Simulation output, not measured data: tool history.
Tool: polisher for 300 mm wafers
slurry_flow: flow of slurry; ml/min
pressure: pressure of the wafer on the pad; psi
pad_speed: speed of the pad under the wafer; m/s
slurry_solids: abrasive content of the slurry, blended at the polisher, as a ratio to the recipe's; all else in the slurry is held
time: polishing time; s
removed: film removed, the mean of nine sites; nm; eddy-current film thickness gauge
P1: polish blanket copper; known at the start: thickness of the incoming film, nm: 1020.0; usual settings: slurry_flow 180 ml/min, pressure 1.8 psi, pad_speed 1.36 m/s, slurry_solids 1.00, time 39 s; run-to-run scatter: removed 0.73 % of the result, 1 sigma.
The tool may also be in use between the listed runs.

| run | day | slurry_flow | pressure | pad_speed | slurry_solids | time | wafers polished on this pad | hours since the slurry nozzle was cleaned | hours since the head pressure was calibrated | hours since the slurry blender was calibrated | removed |
|---|---|---|---|---|---|---|---|---|---|---|---|
| 1 | 0.475 | 180 | 1.8 | 1.36 | 1.00 | 39 | 634 | 245.2 | 228.8 | 69.2 | 89.759 |
| 2 | 1.154 | 180 | 1.8 | 1.36 | 1.00 | 21 | 803 | 261.5 | 245.1 | 85.5 | 48.325 |
| 3 | 1.512 | 180 | 1.8 | 1.36 | 1.00 | 53 | 891 | 270.1 | 253.7 | 94.1 | 121.310 |
| 4 | 2.046 | 180 | 1.8 | 1.36 | 0.50 | 39 | 1024 | 282.9 | 266.5 | 106.9 | 76.734 |
| 5 | 2.483 | 180 | 1.8 | 1.36 | 1.00 | 39 | 1132 | 293.4 | 277.0 | 117.4 | 88.290 |
| 6 | 3.192 | 180 | 1.1 | 1.36 | 1.00 | 39 | 1308 | 310.4 | 294.0 | 134.4 | 55.299 |
| 7 | 3.762 | 180 | 1.8 | 1.36 | 1.00 | 39 | 1449 | 324.1 | 307.7 | 148.1 | 89.703 |
| 8 | 4.258 | 120 | 1.8 | 1.36 | 1.00 | 39 | 1572 | 336.0 | 319.6 | 160.0 | 83.406 |
| 9 | 4.954 | 180 | 1.8 | 1.36 | 1.45 | 39 | 1745 | 352.7 | 336.3 | 176.7 | 96.732 |
| 10 | 5.362 | 180 | 2.5 | 1.36 | 1.00 | 39 | 1846 | 362.5 | 346.1 | 186.5 | 124.650 |
| 11 | 5.721 | 275 | 1.8 | 1.36 | 1.00 | 39 | 1935 | 371.1 | 354.7 | 195.1 | 93.933 |
| 12 | 6.242 | 180 | 1.8 | 1.36 | 1.00 | 39 | 2064 | 383.6 | 367.2 | 207.6 | 88.708 |
| 13 | 6.717 | 180 | 1.8 | 2.14 | 1.00 | 39 | 2182 | 395.0 | 378.6 | 219.0 | 141.010 |
| 14 | 7.054 | 265 | 1.8 | 1.36 | 1.20 | 39 | 2266 | 403.1 | 386.7 | 227.1 | 98.012 |
| 15 | 7.700 | 180 | 1.8 | 0.62 | 1.00 | 39 | 2426 | 418.6 | 402.2 | 242.6 | 41.017 |
| 16 | 8.425 | 180 | 1.8 | 1.36 | 1.00 | 39 | 2605 | 436.0 | 419.6 | 260.0 | 89.025 |
| 17 | 9.004 | 180 | 1.8 | 0.62 | 0.55 | 39 | 2749 | 449.9 | 433.5 | 273.9 | 35.575 |
| 18 | 9.346 | 180 | 1.8 | 1.36 | 1.00 | 39 | 2834 | 458.1 | 441.7 | 282.1 | 89.233 |
| 19 | 9.746 | 180 | 1.8 | 1.36 | 1.00 | 39 | 2933 | 467.7 | 451.3 | 291.7 | 86.196 |
| 20 | 10.304 | 180 | 1.8 | 1.36 | 1.00 | 39 | 3071 | 481.1 | 464.7 | 305.1 | 85.121 |
| 21 | 10.758 | 180 | 1.8 | 1.36 | 1.00 | 39 | 3184 | 492.0 | 475.6 | 316.0 | 83.973 |
| 22 | 11.142 | 180 | 1.8 | 1.36 | 1.00 | 39 | 3279 | 501.2 | 484.8 | 325.2 | 83.419 |
| 23 | 11.633 | 180 | 1.8 | 1.36 | 1.00 | 39 | 3401 | 513.0 | 496.6 | 337.0 | 82.858 |
|  | 12.004 | worn pad replaced by a new one |
| 24 | 12.283 | 180 | 1.8 | 1.36 | 1.00 | 39 | 69 | 528.6 | 512.2 | 352.6 | 82.668 |
|  | 12.679 | slurry blender recalibrated |
| 25 | 12.817 | 180 | 1.8 | 1.36 | 1.00 | 39 | 202 | 541.4 | 525.0 | 3.4 | 81.738 |

Forecast run 26:
| 26 | 13.525 | 180 | 1.8 | 1.36 | 1.00 | 39 | 377 | 558.4 | 542.0 | 20.4 | ? |

{"run 26": {"removed": 82.081}}

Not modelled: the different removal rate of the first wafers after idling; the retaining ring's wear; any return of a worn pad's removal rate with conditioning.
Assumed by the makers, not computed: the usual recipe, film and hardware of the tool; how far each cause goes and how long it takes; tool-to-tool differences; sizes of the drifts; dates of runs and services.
